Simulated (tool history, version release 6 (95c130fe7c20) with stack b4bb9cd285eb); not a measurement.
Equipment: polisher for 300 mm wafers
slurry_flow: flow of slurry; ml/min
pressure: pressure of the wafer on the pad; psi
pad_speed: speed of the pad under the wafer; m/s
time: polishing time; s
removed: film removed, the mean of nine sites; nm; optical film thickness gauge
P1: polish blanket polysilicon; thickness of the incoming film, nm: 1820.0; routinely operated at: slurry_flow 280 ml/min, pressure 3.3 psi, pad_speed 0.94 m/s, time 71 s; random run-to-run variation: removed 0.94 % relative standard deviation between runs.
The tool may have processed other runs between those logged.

run   hour  slurry_flow  pressure  pad_speed  time  wafers polished on this pad  hours since the slurry nozzle was cleaned  hours since the head pressure was calibrated  removed
  1    9.7          280       3.3       0.94    71                          436                                      205.5                                         210.0   565.73
  2   14.8          280       4.5       0.94    71                          473                                      210.6                                         215.1   776.86
  3   20.9          280       3.3       0.94    71                          516                                      216.7                                         221.2   571.72
  4   26.6          280       2.2       0.94    35                          557                                      222.4                                         226.9   188.69
  5   32.1          280       3.3       0.62    71                          597                                      227.9                                         232.4   372.90
  6   37.4          280       3.3       0.94   100                          635                                      233.2                                         237.7   811.44
  7   45.3          280       3.3       0.94    46                          691                                      241.1                                         245.6   367.76
  8   54.9          280       3.3       1.36    71                          760                                      250.7                                         255.2   829.12
  9   61.2          280       3.3       0.94    71                          805                                      257.0                                         261.5   562.36
 10   68.1          280       3.3       0.94    71                          855                                      263.9                                         268.4   564.88
      75.9  -- slurry nozzle cleaned
 11   78.0          390       3.3       0.94    71                          926                                        2.1                                         278.3   586.97
 12   88.0          170       3.3       0.94    71                          998                                       12.1                                         288.3   535.27
 13   93.4          280       1.5       0.94    71                         1036                                       17.5                                         293.7   256.63
 14   99.0          280       3.3       0.94    71                         1076                                       23.1                                         299.3   568.25
 15  104.8          280       3.3       0.94    71                         1118                                       28.9                                         305.1   555.94
 16  111.2          280       3.3       0.94    71                         1164                                       35.3                                         311.5   552.26
 17  120.7          280       3.3       0.94    71                         1232                                       44.8                                         321.0   543.67
     123.7  -- head pressure recalibrated
 18  128.8          280       3.3       0.94    71                         1290                                       52.9                                           5.2   539.14
 19  137.4          280       3.3       0.94    71                         1352                                       61.5                                          13.8   537.47
 20  142.4          280       3.3       0.94    71                         1388                                       66.5                                          18.8   537.94
 21  149.7          280       3.3       0.94    71                         1440                                       73.8                                          26.1   537.71

P1 has crept away from where it was. The log is fitted equally well by each of these 2 causes, at the sizes shown:
A: removal rate lost through wear of the pad, % = 5.77
B: slurry flow missing at the pad, % = 38.4
At approximately hour 99.0, the process output began to creep.
Excluded causes, each with its reason:
head's pressure below its setpoint, %: serviced at hour 123.7, which brought nothing back

Each of the check runs listed below is run on 5 wafers and reports their average, with the results left as question marks. Pick the one under which the possible causes would lead to clearly different results.
check 1  157.0          170       3.3       0.94    71                                                                                                                              ?
check 2  157.0          280       3.3       1.14    71                                                                                                                              ?
check 3  157.0          280       3.3       1.16    71                                                                                                                              ?
check 4  157.0          280       2.5       0.94    71                                                                                                                              ?

What every check run would give for each of its results, assuming each possible cause in turn:
  check   result    if A    if B
check 1  removed  504.30  486.92
check 2  removed  650.51  650.50
check 3  removed  661.92  661.91
check 4  removed  406.35  406.34
Smallest distance between any two causes, each pair judged by its most separating result, in per cent: check 1 3.51 %; check 2 0 %; check 3 0 %; check 4 0 %
Check 1 distinguishes between the causes, while the remaining checks would return nearly the same result for all of them.

Check 1 has now been run. It gave: removed 487.17 nm. Which of the candidate causes is it?

Of the candidate causes, it is B: slurry flow missing at the pad, %.
